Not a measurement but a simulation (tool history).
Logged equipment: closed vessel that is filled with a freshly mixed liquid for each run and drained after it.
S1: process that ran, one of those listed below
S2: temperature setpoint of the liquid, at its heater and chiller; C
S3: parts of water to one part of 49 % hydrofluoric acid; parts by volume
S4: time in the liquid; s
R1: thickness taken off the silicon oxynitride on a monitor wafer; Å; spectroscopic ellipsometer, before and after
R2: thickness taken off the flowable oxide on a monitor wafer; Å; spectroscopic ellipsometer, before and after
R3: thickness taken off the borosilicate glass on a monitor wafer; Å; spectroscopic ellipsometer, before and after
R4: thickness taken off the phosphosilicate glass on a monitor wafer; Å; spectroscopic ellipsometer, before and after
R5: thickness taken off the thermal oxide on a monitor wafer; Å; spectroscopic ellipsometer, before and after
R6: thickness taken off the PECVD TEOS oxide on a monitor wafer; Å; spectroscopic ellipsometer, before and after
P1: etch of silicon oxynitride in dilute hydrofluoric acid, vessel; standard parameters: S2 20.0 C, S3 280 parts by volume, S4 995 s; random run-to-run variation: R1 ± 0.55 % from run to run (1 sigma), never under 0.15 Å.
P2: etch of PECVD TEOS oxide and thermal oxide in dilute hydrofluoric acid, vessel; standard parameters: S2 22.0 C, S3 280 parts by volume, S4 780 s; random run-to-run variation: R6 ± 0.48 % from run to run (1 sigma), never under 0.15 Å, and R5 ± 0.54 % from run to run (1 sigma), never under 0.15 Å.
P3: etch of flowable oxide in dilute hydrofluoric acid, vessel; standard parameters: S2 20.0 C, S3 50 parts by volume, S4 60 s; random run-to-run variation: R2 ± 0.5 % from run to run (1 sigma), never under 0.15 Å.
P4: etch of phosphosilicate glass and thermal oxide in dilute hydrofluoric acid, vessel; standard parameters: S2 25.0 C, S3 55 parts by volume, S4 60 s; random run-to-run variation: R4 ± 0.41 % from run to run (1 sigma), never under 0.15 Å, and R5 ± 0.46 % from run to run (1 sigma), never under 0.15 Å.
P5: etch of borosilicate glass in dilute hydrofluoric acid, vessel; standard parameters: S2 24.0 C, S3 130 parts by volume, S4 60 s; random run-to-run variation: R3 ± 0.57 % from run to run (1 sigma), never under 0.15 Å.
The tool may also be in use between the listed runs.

run,day,S1,S2,S3,S4,R1,R2,R3,R4,R5,R6
1,0.533,P1,20.0,280,995,122.9800,,,,,
2,0.892,P3,20.0,50,115,,960.96,,,,
3,1.408,P5,24.0,25,60,,,988.790,,,
4,1.908,P1,17.0,280,1530,165.1600,,,,,
5,2.325,P1,17.0,170,995,186.3300,,,,,
6,2.629,P1,20.0,65,365,225.6200,,,,,
7,2.917,P1,20.0,280,995,122.9100,,,,,
8,3.208,P4,25.0,55,110,,,,1808.20,101.4900,
9,3.450,P1,20.0,505,995,60.3360,,,,,
10,3.750,P1,20.0,280,995,121.6800,,,,,
11,4.038,P3,20.0,50,60,,497.55,,,,
12,4.379,P3,28.5,50,60,,712.04,,,,
13,4.646,P1,20.0,280,30,3.7067,,,,,
14,5.142,P2,22.0,280,50,,,,,6.5575,33.508
15,5.483,P1,20.0,280,995,122.6000,,,,,
16,6.033,P5,24.0,130,60,,,167.810,,,
17,6.312,P1,20.0,280,1495,185.6300,,,,,
18,6.679,P1,17.0,280,995,106.9000,,,,,
19,6.975,P2,29.0,280,780,,,,,131.8800,671.110
20,7.488,P1,20.0,280,995,124.4900,,,,,
21,7.846,P4,25.0,55,60,,,,981.61,55.6270,
22,8.229,P1,20.0,125,995,303.2100,,,,,
23,8.558,P2,22.0,385,780,,,,,68.4400,345.660
24,9.038,P1,24.0,280,995,147.1500,,,,,
# day 9.075: hydrofluoric acid flow meter replaced
25,9.438,P4,17.5,55,60,,,,718.86,40.6340,
# day 9.517: thermometer replaced
26,9.883,P4,25.0,105,60,,,,484.15,27.1590,
27,10.221,P3,20.0,70,60,,346.97,,,,
28,10.625,P2,22.0,280,780,,,,,104.0300,525.620
29,11.004,P5,18.5,130,60,,,133.480,,,
30,11.504,P5,24.0,130,30,,,83.523,,,
31,12.021,P1,20.0,280,995,123.5200,,,,,
32,12.458,P1,20.0,280,995,126.3500,,,,,
33,12.717,P1,20.0,280,995,129.4300,,,,,
34,13.233,P1,20.0,280,995,131.0300,,,,,
35,13.583,P1,20.0,280,995,131.5700,,,,,
36,14.096,P1,20.0,280,995,133.4800,,,,,

Expected results for the next run?
37,14.571,P1,20.0,280,995,?,,,,,

R1: 133.9400 Å
